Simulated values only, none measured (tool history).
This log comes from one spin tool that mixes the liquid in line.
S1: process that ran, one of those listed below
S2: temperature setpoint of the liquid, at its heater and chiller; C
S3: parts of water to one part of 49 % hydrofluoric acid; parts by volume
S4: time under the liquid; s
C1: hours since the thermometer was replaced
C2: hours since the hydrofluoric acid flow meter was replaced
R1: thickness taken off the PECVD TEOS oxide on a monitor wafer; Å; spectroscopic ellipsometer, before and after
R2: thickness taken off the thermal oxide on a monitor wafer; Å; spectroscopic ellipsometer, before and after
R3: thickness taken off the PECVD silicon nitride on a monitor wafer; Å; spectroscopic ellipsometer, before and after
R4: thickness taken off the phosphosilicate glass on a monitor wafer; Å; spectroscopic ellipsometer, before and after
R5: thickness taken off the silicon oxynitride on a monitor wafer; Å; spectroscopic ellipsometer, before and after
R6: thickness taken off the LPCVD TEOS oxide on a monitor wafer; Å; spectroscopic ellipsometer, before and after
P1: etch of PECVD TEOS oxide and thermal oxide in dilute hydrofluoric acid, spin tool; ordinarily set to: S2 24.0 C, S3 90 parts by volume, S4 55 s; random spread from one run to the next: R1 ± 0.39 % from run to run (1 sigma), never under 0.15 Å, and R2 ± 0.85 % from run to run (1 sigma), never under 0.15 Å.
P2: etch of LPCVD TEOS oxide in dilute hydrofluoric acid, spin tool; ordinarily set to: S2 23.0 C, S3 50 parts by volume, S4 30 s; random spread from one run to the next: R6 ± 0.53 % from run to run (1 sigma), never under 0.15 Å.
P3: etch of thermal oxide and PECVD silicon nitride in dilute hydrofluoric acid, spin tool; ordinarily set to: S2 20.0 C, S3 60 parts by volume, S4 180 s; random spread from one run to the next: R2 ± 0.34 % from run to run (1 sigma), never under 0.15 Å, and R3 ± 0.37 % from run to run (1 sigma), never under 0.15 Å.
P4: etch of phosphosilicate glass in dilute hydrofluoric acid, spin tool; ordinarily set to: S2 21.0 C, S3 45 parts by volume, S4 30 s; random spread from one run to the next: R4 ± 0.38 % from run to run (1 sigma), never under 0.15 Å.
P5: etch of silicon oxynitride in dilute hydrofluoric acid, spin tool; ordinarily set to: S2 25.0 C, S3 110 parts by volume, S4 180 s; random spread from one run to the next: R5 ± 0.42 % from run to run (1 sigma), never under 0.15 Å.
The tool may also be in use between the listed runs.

run	day	S1	S2	S3	S4	C1	C2	R1	R2	R3	R4	R5	R6
1	0.242	P1	24.0	90	55	913.5	1210.1	52.544	29.9370				
2	0.704	P1	24.0	90	55	924.6	1221.2	52.319	29.3930				
3	1.229	P3	24.0	60	180	937.2	1233.8		150.9900	94.853			
4	1.471	P1	24.0	160	55	943.0	1239.6	27.032	15.5970				
5	1.783	P1	24.0	90	55	950.5	1247.1	52.389	30.0880				
6	2.096	P3	20.0	60	180	958.0	1254.6		127.9100	71.919			
7	2.421	P1	24.0	90	110	965.8	1262.4	104.010	59.4520				
8	2.817	P4	21.0	45	30	975.3	1271.9				417.05		
9	3.292	P1	24.0	45	55	986.7	1283.3	111.470	63.1650				
10	3.629	P4	26.0	45	30	994.8	1291.4				515.63		
11	3.996	P5	25.0	110	15	1003.6	1300.2					4.7189	
12	4.242	P5	30.0	110	180	1009.5	1306.1					71.0860	
13	4.600	P5	25.0	110	180	1018.1	1314.7					56.1620	
14	5.025	P2	17.0	50	30	1028.3	1324.9						212.68
15	5.379	P1	24.0	90	15	1036.8	1333.4	14.184	8.4012				
16	5.904	P1	24.0	90	55	1049.4	1346.0	52.175	29.7710				
17	6.350	P1	31.0	90	80	1060.1	1356.7	99.948	57.3020				
18	6.754	P1	17.0	90	55	1069.8	1366.4	39.389	22.4810				
19	7.288	P2	23.0	25	30	1082.6	1379.2						568.12
20	7.800	P1	28.5	160	55	1094.9	1391.5	32.262	18.4420				
21	8.279	P2	23.0	50	15	1106.4	1403.0						137.68
22	8.783	P3	20.0	60	180	1118.5	1415.1		127.6000	72.423			
23	9.308	P1	19.5	90	85	1131.1	1427.7	66.516	37.9970				
24	9.800	P1	32.5	90	55	1142.9	1439.5	72.763	40.7230				
25	10.333	P3	20.0	85	180	1155.7	1452.3		87.7790	50.989			
26	10.692	P5	25.0	45	180	1164.3	1460.9					146.5300	
27	10.988	P4	21.0	45	55	1171.4	1468.0				766.94		
28	11.483	P4	21.0	20	30	1183.3	1479.9				975.82		
29	11.804	P2	23.0	50	30	1191.0	1487.6						272.17
30	12.183	P4	21.0	45	30	1200.1	1496.7				420.69		
31	12.729	P3	20.0	60	310	1213.2	1509.8		219.9900	123.590			
32	13.083	P1	24.0	90	55	1221.7	1518.3	52.054	29.4560				
33	13.371	P5	25.0	110	180	1228.6	1525.2					56.3840	
34	13.754	P1	24.0	90	55	1237.8	1534.4	51.910	29.4980				
35	14.042	P1	24.0	90	55	1244.7	1541.3	53.525	30.3580				
36	14.354	P1	24.0	90	55	1252.2	1548.8	54.518	31.1450				
37	14.625	P1	24.0	90	55	1258.7	1555.3	54.951	31.2800				

Estimate the outcome of run 38 from the log above:
38	15.062	P1	24.0	90	55	1269.2	1565.8	?	?				

Run 38 came out at R1 55.535 Å, R2 31.6680 Å.

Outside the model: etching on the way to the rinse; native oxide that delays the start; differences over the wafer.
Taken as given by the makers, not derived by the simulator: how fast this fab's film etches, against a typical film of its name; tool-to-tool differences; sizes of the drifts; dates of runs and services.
